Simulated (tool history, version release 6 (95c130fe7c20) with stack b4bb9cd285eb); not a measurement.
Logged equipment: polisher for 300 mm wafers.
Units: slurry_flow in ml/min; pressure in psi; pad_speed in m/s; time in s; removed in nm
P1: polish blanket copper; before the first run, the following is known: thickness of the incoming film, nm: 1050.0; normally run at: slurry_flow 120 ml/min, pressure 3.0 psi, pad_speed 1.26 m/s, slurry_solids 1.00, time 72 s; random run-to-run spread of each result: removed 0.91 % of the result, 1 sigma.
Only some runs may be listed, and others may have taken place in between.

| run | hour | slurry_flow | pressure | pad_speed | slurry_solids | time | wafers polished on this pad | hours since the slurry nozzle was cleaned | hours since the head pressure was calibrated | hours since the slurry blender was calibrated | removed |
|---|---|---|---|---|---|---|---|---|---|---|---|
| 1 | 15.4 | 120 | 3.0 | 1.26 | 1.00 | 72 | 778 | 156.5 | 391.9 | 107.2 | 285.91 |
| 2 | 26.7 | 120 | 3.0 | 1.26 | 0.65 | 72 | 890 | 167.8 | 403.2 | 118.5 | 262.94 |
| 3 | 33.9 | 120 | 1.4 | 1.26 | 1.00 | 72 | 962 | 175.0 | 410.4 | 125.7 | 134.50 |
| 4 | 43.3 | 175 | 3.0 | 1.26 | 1.00 | 72 | 1056 | 184.4 | 419.8 | 135.1 | 307.81 |
| 5 | 52.0 | 120 | 3.0 | 0.94 | 1.00 | 72 | 1143 | 193.1 | 428.5 | 143.8 | 216.53 |
| 6 | 59.7 | 120 | 3.0 | 1.82 | 1.00 | 72 | 1219 | 200.8 | 436.2 | 151.5 | 416.09 |
| 7 | 72.6 | 120 | 3.0 | 1.26 | 1.00 | 72 | 1348 | 213.7 | 449.1 | 164.4 | 288.83 |
| 8 | 83.0 | 120 | 3.0 | 1.26 | 1.00 | 72 | 1452 | 224.1 | 459.5 | 174.8 | 286.49 |
| 9 | 95.1 | 70 | 3.0 | 1.26 | 1.00 | 72 | 1572 | 236.2 | 471.6 | 186.9 | 251.47 |
| 10 | 106.4 | 120 | 4.5 | 1.26 | 1.00 | 39 | 1685 | 247.5 | 482.9 | 198.2 | 237.83 |
| 11 | 120.2 | 155 | 1.8 | 1.26 | 1.00 | 72 | 1822 | 261.3 | 496.7 | 212.0 | 181.76 |
| 12 | 135.6 | 120 | 3.0 | 1.26 | 1.00 | 72 | 1976 | 276.7 | 512.1 | 227.4 | 283.48 |
|  | 144.7 | head pressure recalibrated |
| 13 | 150.3 | 120 | 3.0 | 1.26 | 1.00 | 72 | 2122 | 291.4 | 5.6 | 242.1 | 288.84 |
| 14 | 165.7 | 120 | 3.0 | 1.26 | 1.40 | 72 | 2276 | 306.8 | 21.0 | 257.5 | 305.89 |
| 15 | 177.8 | 120 | 3.0 | 1.26 | 1.00 | 32 | 2397 | 318.9 | 33.1 | 269.6 | 126.38 |
| 16 | 187.8 | 120 | 3.0 | 1.26 | 1.00 | 102 | 2496 | 328.9 | 43.1 | 279.6 | 405.29 |
| 17 | 201.8 | 120 | 3.0 | 1.26 | 1.00 | 72 | 2636 | 342.9 | 57.1 | 293.6 | 285.97 |
| 18 | 214.9 | 120 | 4.3 | 1.26 | 1.00 | 72 | 2766 | 356.0 | 70.2 | 306.7 | 415.53 |
| 19 | 224.1 | 120 | 3.0 | 1.26 | 1.00 | 72 | 2858 | 365.2 | 79.4 | 315.9 | 288.72 |
| 20 | 233.6 | 120 | 3.0 | 1.26 | 1.00 | 72 | 2953 | 374.7 | 88.9 | 325.4 | 278.49 |
| 21 | 248.1 | 120 | 3.0 | 1.26 | 1.00 | 72 | 3097 | 389.2 | 103.4 | 339.9 | 264.04 |
| 22 | 259.5 | 120 | 3.0 | 1.26 | 1.00 | 72 | 3211 | 400.6 | 114.8 | 351.3 | 267.91 |
|  | 263.1 | head pressure recalibrated |
| 23 | 271.1 | 120 | 3.0 | 1.26 | 1.00 | 72 | 3327 | 412.2 | 8.0 | 362.9 | 257.31 |
|  | 280.4 | slurry blender recalibrated |
| 24 | 284.2 | 120 | 3.0 | 1.26 | 1.00 | 72 | 3457 | 425.3 | 21.1 | 3.9 | 255.28 |
| 25 | 297.0 | 120 | 3.0 | 1.26 | 1.00 | 72 | 3585 | 438.1 | 33.9 | 16.7 | 252.97 |
| 26 | 312.8 | 120 | 3.0 | 1.26 | 1.00 | 72 | 3742 | 453.9 | 49.7 | 32.5 | 257.71 |

What P1 gives has crept off from where it sat before. The 2 causes that follow fit the log equally well, each at the size noted:
A: removal rate lost through wear of the pad, % = 11.6
B: slurry flow missing at the pad, % = 37.6
Creep in the process output first set in at about hour 224.1.
Ruled out, with reasons:
head's pressure below its setpoint, %: its service at hour 263.1 followed the start of the drift and did not put the process back to its old value
abrasive missing from the slurry, %: its service at hour 280.4 followed the start of the drift and did not put the process back to its old value

Consider the 4 single-wafer check runs listed below, results given as question marks: which one distinguishes between the causes by giving clearly different results for each?
| check 1 | 328.6 | 120 | 1.5 | 1.26 | 1.40 | 72 |  |  |  |  | ? |
| check 2 | 328.6 | 120 | 3.0 | 1.26 | 1.00 | 87 |  |  |  |  | ? |
| check 3 | 328.6 | 120 | 3.0 | 1.74 | 1.35 | 72 |  |  |  |  | ? |
| check 4 | 328.6 | 70 | 3.0 | 1.26 | 1.00 | 51 |  |  |  |  | ? |

Check results expected under each cause:
| check | result | if A | if B |
|---|---|---|---|
| check 1 | removed | 136.90 | 136.91 |
| check 2 | removed | 307.38 | 307.42 |
| check 3 | removed | 375.05 | 375.10 |
| check 4 | removed | 155.83 | 145.37 |
How far apart the two closest causes lie, in the result that separates them most: check 1 0.01 %; check 2 0.01 %; check 3 0.01 %; check 4 6.95 %
The causes can be told apart only by check 4. The other checks would give nearly the same results under each of them.

Check 4 was carried out, with these results: removed 144.98 nm. Which of the listed causes is responsible?

The cause is B: slurry flow missing at the pad, %.
